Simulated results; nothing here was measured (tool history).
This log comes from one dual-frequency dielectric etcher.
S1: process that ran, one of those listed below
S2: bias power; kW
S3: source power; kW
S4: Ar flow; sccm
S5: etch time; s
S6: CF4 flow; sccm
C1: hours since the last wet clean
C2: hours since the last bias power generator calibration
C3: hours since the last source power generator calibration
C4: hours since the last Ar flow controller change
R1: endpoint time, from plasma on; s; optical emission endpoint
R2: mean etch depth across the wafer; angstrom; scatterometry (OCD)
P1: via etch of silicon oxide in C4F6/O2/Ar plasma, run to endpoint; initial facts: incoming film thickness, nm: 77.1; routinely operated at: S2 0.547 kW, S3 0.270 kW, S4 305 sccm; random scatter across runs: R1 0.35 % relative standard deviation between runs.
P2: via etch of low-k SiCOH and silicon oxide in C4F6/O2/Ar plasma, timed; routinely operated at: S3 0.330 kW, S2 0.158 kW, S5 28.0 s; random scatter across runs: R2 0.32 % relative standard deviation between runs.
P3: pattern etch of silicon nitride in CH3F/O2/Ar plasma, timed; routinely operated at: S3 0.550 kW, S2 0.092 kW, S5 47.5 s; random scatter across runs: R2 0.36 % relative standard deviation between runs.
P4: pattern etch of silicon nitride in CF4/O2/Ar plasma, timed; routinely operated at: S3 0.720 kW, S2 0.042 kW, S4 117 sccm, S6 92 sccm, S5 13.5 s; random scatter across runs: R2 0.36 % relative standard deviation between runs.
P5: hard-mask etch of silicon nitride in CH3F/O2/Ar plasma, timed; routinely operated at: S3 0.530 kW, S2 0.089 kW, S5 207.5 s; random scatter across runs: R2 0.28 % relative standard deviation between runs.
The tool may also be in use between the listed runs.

run   hour  S1     S2     S3   S4     S5   S6     C1      C2      C3     C4      R1       R2
  1   14.4  P1  0.547  0.270  305              485.6  1283.4   608.2  254.7  19.227
  2   26.4  P5  0.118  0.530       207.5       497.6  1295.4   620.2  266.7          1962.90
  3   39.3  P5  0.089  0.530       207.5       510.5  1308.3   633.1  279.6          1767.10
  4   51.4  P1  0.547  0.270  305              522.6  1320.4   645.2  291.7  19.160
  5   65.2  P2  0.158  0.330        21.5       536.4  1334.2   659.0  305.5           439.46
  6   79.5  P1  0.547  0.270  363              550.7  1348.5   673.3  319.8  19.579
  7   86.3  P2  0.158  0.330        28.0       557.5  1355.3   680.1  326.6           571.42
  8   99.1  P1  0.547  0.270  305              570.3  1368.1   692.9  339.4  19.265
     104.9  -- wet clean of the chamber
  9  112.1  P1  0.547  0.270  219                7.2  1381.1   705.9  352.4  18.548
 10  120.1  P3  0.092  0.710        47.5        15.2  1389.1   713.9  360.4           467.19
 11  132.0  P1  0.547  0.270  305               27.1  1401.0   725.8  372.3  19.343
 12  145.9  P5  0.089  0.530       302.5        41.0  1414.9   739.7  386.2          2584.10
 13  157.0  P4  0.042  0.720  117    9.5   92   52.1  1426.0   750.8  397.3           227.45
 14  166.5  P4  0.029  0.720  117   13.5   92   61.6  1435.5   760.3  406.8           283.47
 15  173.8  P1  0.761  0.370  305               68.9  1442.8   767.6  414.1  14.990
 16  185.5  P4  0.042  0.720   95   13.5   92   80.6  1454.5   779.3  425.8           334.87
 17  191.8  P2  0.158  0.430        28.0        86.9  1460.8   785.6  432.1           632.27
 18  203.0  P1  0.547  0.270  305               98.1  1472.0   796.8  443.3  19.206
 19  211.5  P4  0.042  0.720  117   13.5   92  106.6  1480.5   805.3  451.8           322.22
     214.7  -- bias power generator calibrated
 20  222.3  P1  0.547  0.210  305              117.4     7.6   816.1  462.6  21.028
 21  234.9  P1  0.370  0.270  305              130.0    20.2   828.7  475.2  22.300
 22  248.9  P1  0.547  0.350  305              144.0    34.2   842.7  489.2  17.538
 23  256.5  P1  0.656  0.270  246              151.6    41.8   850.3  496.8  17.460
 24  267.6  P5  0.089  0.340       207.5       162.7    52.9   861.4  507.9          1506.70
 25  278.1  P3  0.092  0.550        30.0       173.2    63.4   871.9  518.4           267.93
 26  285.5  P1  0.704  0.270  305              180.6    70.8   879.3  525.8  17.423
 27  291.8  P3  0.058  0.550        47.5       186.9    77.1   885.6  532.1           362.24
 28  303.4  P4  0.042  0.430  117   13.5   92  198.5    88.7   897.2  543.7           204.40
 29  315.9  P3  0.092  0.550        47.5       211.0   101.2   909.7  556.2           421.72
 30  324.9  P2  0.204  0.330        28.0       220.0   110.2   918.7  565.2           620.67
 31  337.9  P4  0.042  0.720  117   13.5  116  233.0   123.2   931.7  578.2           334.29
 32  347.4  P1  0.547  0.270  305              242.5   132.7   941.2  587.7  19.321
 33  357.6  P1  0.547  0.270  305              252.7   142.9   951.4  597.9  19.088
 34  370.6  P1  0.547  0.270  305              265.7   155.9   964.4  610.9  18.962
     382.2  -- Ar flow controller replaced
 35  382.6  P1  0.547  0.270  305              277.7   167.9   976.4    0.4  18.959
     387.3  -- wet clean of the chamber
 36  392.6  P1  0.547  0.270  305                5.4   177.9   986.4   10.4  18.884
 37  401.6  P1  0.547  0.270  305               14.4   186.9   995.4   19.4  18.971
 38  414.6  P1  0.547  0.270  305               27.4   199.9  1008.4   32.4  18.870

Compared with where it was, what P1 gives has crept away. Each cause listed below fits the log as well as the rest, at the size given for it:
A: bias power that arrives over what is set, % = 4.68
B: source power that arrives over what is set, % = 4.96
The creep began at about hour 347.4.
What rules out each remaining cause:
chamber walls in a state that raises the etch rate, %: maintenance at hour 387.3, after the shift began, did not return the process to its former output
Ar flow that arrives under what is set, %: maintenance at hour 382.2, after the shift began, did not return the process to its former output

Consider the 4 single-wafer check runs listed below, results given as question marks: which one distinguishes between the causes by giving clearly different results for each?
check 1  427.6  P2  0.158  0.330        28.0                           ?
check 2  427.6  P4  0.042  0.720  117   13.5  92                       ?
check 3  427.6  P3  0.092  0.550        47.5                           ?
check 4  427.6  P5  0.089  0.530       207.5                           ?

Predicted outcomes, by check and by cause:
  check  result     if A     if B
check 1      R2   578.70   581.37
check 2      R2   328.44   337.01
check 3      R2   429.86   430.72
check 4      R2  1799.20  1802.90
Distance between the nearest two causes, measured in the result of the check that separates them most: check 1 0.46 %; check 2 2.57 %; check 3 0.2 %; check 4 0.21 %
Only in check 2 would the causes give clearly different results; in the remaining checks their results would be nearly the same.

Then check 2 was run and gave: R2 327.85 angstrom. Which cause is it?

The correct cause is A, namely: bias power that arrives over what is set, %.
